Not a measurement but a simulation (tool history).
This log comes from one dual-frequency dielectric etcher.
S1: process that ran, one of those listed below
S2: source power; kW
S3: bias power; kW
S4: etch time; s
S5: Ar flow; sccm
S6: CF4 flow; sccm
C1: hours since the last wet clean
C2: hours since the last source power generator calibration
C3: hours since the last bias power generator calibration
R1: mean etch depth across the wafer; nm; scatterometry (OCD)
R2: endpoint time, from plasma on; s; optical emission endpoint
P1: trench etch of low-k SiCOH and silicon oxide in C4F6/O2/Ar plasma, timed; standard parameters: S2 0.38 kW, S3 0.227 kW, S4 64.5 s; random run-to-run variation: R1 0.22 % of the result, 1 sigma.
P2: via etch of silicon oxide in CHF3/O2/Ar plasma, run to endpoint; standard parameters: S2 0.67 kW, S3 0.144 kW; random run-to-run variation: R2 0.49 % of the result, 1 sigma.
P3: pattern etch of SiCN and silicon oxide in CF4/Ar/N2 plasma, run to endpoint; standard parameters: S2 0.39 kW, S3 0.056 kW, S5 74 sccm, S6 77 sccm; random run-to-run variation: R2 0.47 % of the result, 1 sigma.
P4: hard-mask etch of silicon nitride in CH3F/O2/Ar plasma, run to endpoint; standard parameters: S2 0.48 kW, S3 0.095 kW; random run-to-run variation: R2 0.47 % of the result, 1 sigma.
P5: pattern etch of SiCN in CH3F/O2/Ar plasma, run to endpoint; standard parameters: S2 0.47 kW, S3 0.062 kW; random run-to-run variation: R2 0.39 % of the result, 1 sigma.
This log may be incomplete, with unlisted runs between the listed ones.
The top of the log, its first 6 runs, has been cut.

Run 7, hour 35.3: S1 P5, S2 0.47 kW, S3 0.041 kW; C1 225.2; C2 1736.4; C3 2024.2. Result: R2 18.152 s.
Run 8, hour 40.6: S1 P3, S2 0.39 kW, S3 0.056 kW, S5 74 sccm, S6 77 sccm; C1 230.5; C2 1741.7; C3 2029.5. Result: R2 20.85 s.
Run 9, hour 44.1: S1 P3, S2 0.39 kW, S3 0.068 kW, S5 74 sccm, S6 77 sccm; C1 234; C2 1745.2; C3 2033. Result: R2 19.397 s.
Run 10, hour 48.9: S1 P3, S2 0.39 kW, S3 0.056 kW, S5 74 sccm, S6 101 sccm; C1 238.8; C2 1750; C3 2037.8. Result: R2 19.992 s.
Run 11, hour 53.2: S1 P2, S2 0.81 kW, S3 0.144 kW; C1 243.1; C2 1754.3; C3 2042.1. Result: R2 312.6 s.
Run 12, hour 58.2: S1 P1, S2 0.26 kW, S3 0.227 kW, S4 47 s; C1 248.1; C2 1759.3; C3 2047.1. Result: R1 140.89 nm.
At hour 61.9: bias power generator calibrated.
Run 13, hour 64.2: S1 P1, S2 0.53 kW, S3 0.227 kW, S4 50 s; C1 254.1; C2 1765.3; C3 2.4. Result: R1 197.53 nm.
Run 14, hour 68: S1 P4, S2 0.61 kW, S3 0.095 kW; C1 257.9; C2 1769.1; C3 6.2. Result: R2 50.82 s.
Run 15, hour 71.9: S1 P2, S2 0.67 kW, S3 0.144 kW; C1 261.8; C2 1773; C3 10.1. Result: R2 330.48 s.
Run 16, hour 77.4: S1 P1, S2 0.38 kW, S3 0.227 kW, S4 64.5 s; C1 267.3; C2 1778.5; C3 15.6. Result: R1 223.04 nm.
At hour 80.7: source power generator calibrated.
Run 17, hour 82.6: S1 P3, S2 0.29 kW, S3 0.056 kW, S5 74 sccm, S6 77 sccm; C1 272.5; C2 1.9; C3 20.8. Result: R2 26.815 s.
Run 18, hour 86.8: S1 P1, S2 0.38 kW, S3 0.142 kW, S4 64.5 s; C1 276.7; C2 6.1; C3 25. Result: R1 192.71 nm.
Run 19, hour 91.4: S1 P1, S2 0.38 kW, S3 0.227 kW, S4 64.5 s; C1 281.3; C2 10.7; C3 29.6. Result: R1 224.14 nm.
Run 20, hour 97.7: S1 P1, S2 0.38 kW, S3 0.305 kW, S4 64.5 s; C1 287.6; C2 17; C3 35.9. Result: R1 248.05 nm.
Run 21, hour 102.4: S1 P4, S2 0.48 kW, S3 0.06 kW; C1 292.3; C2 21.7; C3 40.6. Result: R2 65.067 s.
Run 22, hour 106: S1 P1, S2 0.38 kW, S3 0.227 kW, S4 64.5 s; C1 295.9; C2 25.3; C3 44.2. Result: R1 223.13 nm.
Run 23, hour 110.8: S1 P5, S2 0.63 kW, S3 0.062 kW; C1 300.7; C2 30.1; C3 49. Result: R2 14.213 s.

Expected results for the next run?
Run 24, hour 116.3: S1 P1, S2 0.38 kW, S3 0.227 kW, S4 64.5 s; C1 306.2; C2 35.6; C3 54.5. Result: R1 ?.

R1: 222.94 nm

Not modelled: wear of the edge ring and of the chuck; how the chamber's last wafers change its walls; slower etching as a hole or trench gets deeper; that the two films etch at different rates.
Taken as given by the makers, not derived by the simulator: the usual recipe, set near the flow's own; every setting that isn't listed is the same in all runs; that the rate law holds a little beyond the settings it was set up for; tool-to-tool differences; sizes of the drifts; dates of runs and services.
